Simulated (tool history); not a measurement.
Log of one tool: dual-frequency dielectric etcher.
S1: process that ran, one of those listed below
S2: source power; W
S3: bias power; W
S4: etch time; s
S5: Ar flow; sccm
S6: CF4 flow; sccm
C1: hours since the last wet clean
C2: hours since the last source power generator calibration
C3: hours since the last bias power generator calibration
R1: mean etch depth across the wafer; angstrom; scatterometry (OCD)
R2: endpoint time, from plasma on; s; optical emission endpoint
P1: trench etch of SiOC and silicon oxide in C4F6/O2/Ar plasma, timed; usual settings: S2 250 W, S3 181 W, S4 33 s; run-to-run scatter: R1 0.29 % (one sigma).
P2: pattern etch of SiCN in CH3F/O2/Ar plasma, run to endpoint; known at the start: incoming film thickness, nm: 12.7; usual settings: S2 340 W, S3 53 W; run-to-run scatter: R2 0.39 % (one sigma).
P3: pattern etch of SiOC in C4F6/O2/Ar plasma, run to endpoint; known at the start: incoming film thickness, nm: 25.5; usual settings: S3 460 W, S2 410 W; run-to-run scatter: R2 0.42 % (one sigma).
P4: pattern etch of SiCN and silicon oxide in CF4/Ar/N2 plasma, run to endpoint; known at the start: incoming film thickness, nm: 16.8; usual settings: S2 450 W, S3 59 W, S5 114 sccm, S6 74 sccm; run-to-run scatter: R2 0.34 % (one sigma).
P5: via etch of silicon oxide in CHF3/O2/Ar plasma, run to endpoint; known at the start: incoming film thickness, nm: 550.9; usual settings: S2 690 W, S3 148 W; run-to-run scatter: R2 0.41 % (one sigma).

run,day,S1,S2,S3,S4,S5,S6,C1,C2,C3,R1,R2
1,0.162,P1,250,181,33,,,96,580.4,687.5,523.33,
2,0.292,P5,420,148,,,,99.1,583.5,690.6,,342.66
3,0.429,P2,340,53,,,,102.4,586.8,693.9,,41.47
4,0.567,P4,450,59,,67,74,105.7,590.1,697.2,,19.619
5,0.721,P4,450,59,,114,91,109.4,593.8,700.9,,20.451
6,0.812,P1,310,115,33,,,111.6,596,703.1,492.25,
7,0.975,P4,450,35,,114,74,115.5,599.9,707,,24.949
8,1.096,P1,250,181,33,,,118.4,602.8,709.9,523.72,
9,1.229,P1,250,142,33,,,121.6,606,713.1,481.01,
10,1.396,P1,250,181,33,,,125.6,610,717.1,523.49,
11,1.525,P2,340,67,,,,128.7,613.1,720.2,,38.028
# day 1.617: bias power generator calibrated
12,1.688,P1,250,181,33,,,132.6,617,1.7,521.37,
13,1.812,P5,690,148,,,,135.6,620,4.7,,283.87
14,1.988,P4,620,59,,114,74,139.8,624.2,8.9,,15.971
15,2.083,P3,410,460,,,,142.1,626.5,11.2,,8.4907
16,2.179,P2,340,53,,,,144.4,628.8,13.5,,41.314
17,2.329,P2,230,53,,,,148,632.4,17.1,,47.933
18,2.454,P4,450,59,,114,74,151,635.4,20.1,,21.104
19,2.567,P4,450,59,,114,74,153.7,638.1,22.8,,21.07
20,2.725,P3,410,315,,,,157.5,641.9,26.6,,9.7835
21,2.808,P1,250,181,49.5,,,159.5,643.9,28.6,782.19,
22,2.892,P1,250,223,33,,,161.5,645.9,30.6,557.56,
23,2.992,P3,520,460,,,,163.9,648.3,33,,7.7977
24,3.162,P5,690,192,,,,168,652.4,37.1,,261.74
25,3.3,P3,410,460,,,,171.3,655.7,40.4,,8.5639
26,3.438,P1,250,181,18,,,174.6,659,43.7,283.77,
27,3.521,P1,310,181,33,,,176.6,661,45.7,568.62,
28,3.608,P1,180,243,33,,,178.7,663.1,47.8,509.77,
29,3.733,P1,160,181,33,,,181.7,666.1,50.8,440.49,
30,3.821,P5,690,148,,,,183.8,668.2,52.9,,283.27
31,3.975,P1,250,181,33,,,187.5,671.9,56.6,520.92,
32,4.071,P1,250,181,33,,,189.8,674.2,58.9,525.19,
33,4.212,P1,250,181,33,,,193.2,677.6,62.3,528.01,
34,4.296,P1,250,181,33,,,195.2,679.6,64.3,527.4,
35,4.383,P1,250,181,33,,,197.3,681.7,66.4,529.61,
36,4.475,P1,250,181,33,,,199.5,683.9,68.6,529.26,
37,4.588,P1,250,181,33,,,202.2,686.6,71.3,528.04,
# day 4.671: wet clean of the chamber
38,4.721,P1,250,181,33,,,1.3,689.8,74.5,527.59,
39,4.85,P1,250,181,33,,,4.4,692.9,77.6,531.73,
40,4.975,P1,250,181,33,,,7.4,695.9,80.6,530.64,

What P1 gives has crept away from where it was. These 2 causes fit the log equally well, each at the size given:
A: source power that arrives over what is set, % = 3.85
B: bias power that arrives over what is set, % = 4.52
The creep began at about day 3.975.
Why every other cause is out:
chamber walls in a state that raises the etch rate, %: serviced at day 4.671, which brought nothing back

4 check runs are offered, each on 2 wafers whose results are averaged, their results left as question marks. Which one tells the causes apart?
check 1,5.1,P4,450,46,,70,74,,,,,?
check 2,5.1,P3,410,324,,,,,,,,?
check 3,5.1,P5,420,185,,,,,,,,?
check 4,5.1,P2,340,67,,,,,,,,?

What each check would give under each cause:
check,result,if A,if B
check 1,R2,20.442,20.885
check 2,R2,9.5253,9.5138
check 3,R2,314.33,314
check 4,R2,37.533,37.48
How far apart the two closest causes lie, in the result that separates them most: check 1 2.14 %; check 2 0.12 %; check 3 0.1 %; check 4 0.14 %
Only check 1 tells the causes apart: in the others they would give nearly the same result.

Then check 1 was run and gave: R2 20.361 s. Which cause is it?

It is A: source power that arrives over what is set, %.
